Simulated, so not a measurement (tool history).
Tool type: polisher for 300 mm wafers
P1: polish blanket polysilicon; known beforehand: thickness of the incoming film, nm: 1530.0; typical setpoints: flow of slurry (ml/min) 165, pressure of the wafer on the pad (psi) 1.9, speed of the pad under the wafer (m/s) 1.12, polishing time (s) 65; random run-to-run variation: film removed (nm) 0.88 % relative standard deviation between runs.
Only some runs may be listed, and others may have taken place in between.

run	hour	flow of slurry (ml/min)	pressure of the wafer on the pad (psi)	speed of the pad under the wafer (m/s)	polishing time (s)	wafers polished on this pad	hours since the slurry nozzle was cleaned	hours since the head pressure was calibrated	film removed (nm)
1	6.7	165	1.9	1.12	65	251	139.7	377	343.36
2	11.7	165	1.9	1.12	84	312	144.7	382	431.55
3	20.8	245	1.9	0.82	65	423	153.8	391.1	261.94
4	26.3	165	1.9	1.44	65	490	159.3	396.6	435.56
5	34.4	100	1.9	1.12	65	589	167.4	404.7	304.23
# hour 40.6: head pressure recalibrated
6	42.8	165	1.9	0.8	48	692	175.8	2.3	179.84
7	47.1	165	1.9	1.12	65	744	180.1	6.6	346.02
8	55.3	165	1.4	1.12	65	844	188.3	14.8	253.68
9	63.9	165	1.9	1.12	65	949	196.9	23.4	339.08
10	72.9	250	1.9	1.12	65	1059	205.9	32.4	358.62
11	81.5	165	2.7	1.12	65	1164	214.5	41	479.92
12	87	165	1.9	1.12	65	1231	220	46.5	343.81
13	95	165	1.9	0.5	65	1329	228	54.5	152.47
14	104	100	1	1.12	65	1439	237	63.5	159.57
15	111.4	165	1.9	1.12	65	1529	244.4	70.9	342.67
16	117.5	165	1.9	1.12	65	1604	250.5	77	343.81
17	125.4	165	1.9	1.12	33	1700	258.4	84.9	171.97
18	133.3	165	1.9	1.12	65	1797	266.3	92.8	340.09
19	143	165	1.9	1.12	65	1915	276	102.5	334.28
20	148.8	165	1.9	1.12	65	1986	281.8	108.3	321.92
21	154.8	165	1.9	1.12	65	2059	287.8	114.3	328.16
# hour 157.6: worn pad replaced by a new one
22	159.6	165	1.9	1.12	65	25	292.6	119.1	325.85
23	166.7	165	1.9	1.12	65	112	299.7	126.2	317.06
24	173.9	165	1.9	1.12	65	200	306.9	133.4	321.42

Compared with where it was, what P1 gives has crept away. Each cause listed below fits the log as well as the rest, at the size given for it:
A: slurry flow missing at the pad, % = 26.9
B: head's pressure below its setpoint, % = 5.61
The onset of the drift is placed at about hour 133.3.
Excluded causes, each with its reason:
removal rate lost through wear of the pad, %: its service at hour 157.6 followed the start of the drift and did not put the process back to its old value

Below are 4 check runs, each averaged over 5 wafers, with their results shown as question marks. Which of them would give clearly different results depending on which cause is behind the drift?
check 1	181.1	100	1.9	0.72	65				?
check 2	181.1	165	2.3	1.12	34				?
check 3	181.1	165	1.9	0.54	65				?
check 4	181.1	165	1.9	0.56	65				?

If the cause were each of the candidates in turn, the checks would give the following:
check	result	if A	if B
check 1	film removed (nm)	181.02	187.03
check 2	film removed (nm)	203.81	203.83
check 3	film removed (nm)	155.19	155.21
check 4	film removed (nm)	160.93	160.95
Per-check spread between the two closest causes, in the result where they differ most: check 1 3.26 %; check 2 0.01 %; check 3 0.01 %; check 4 0.01 %
Check 1 is the one run that separates the causes; every other check would come out nearly the same whichever cause is at work.

With check 1 done, the readings were: film removed (nm) 185.56. Identify which of the listed causes applies.

The correct cause is B, namely: head's pressure below its setpoint, %.
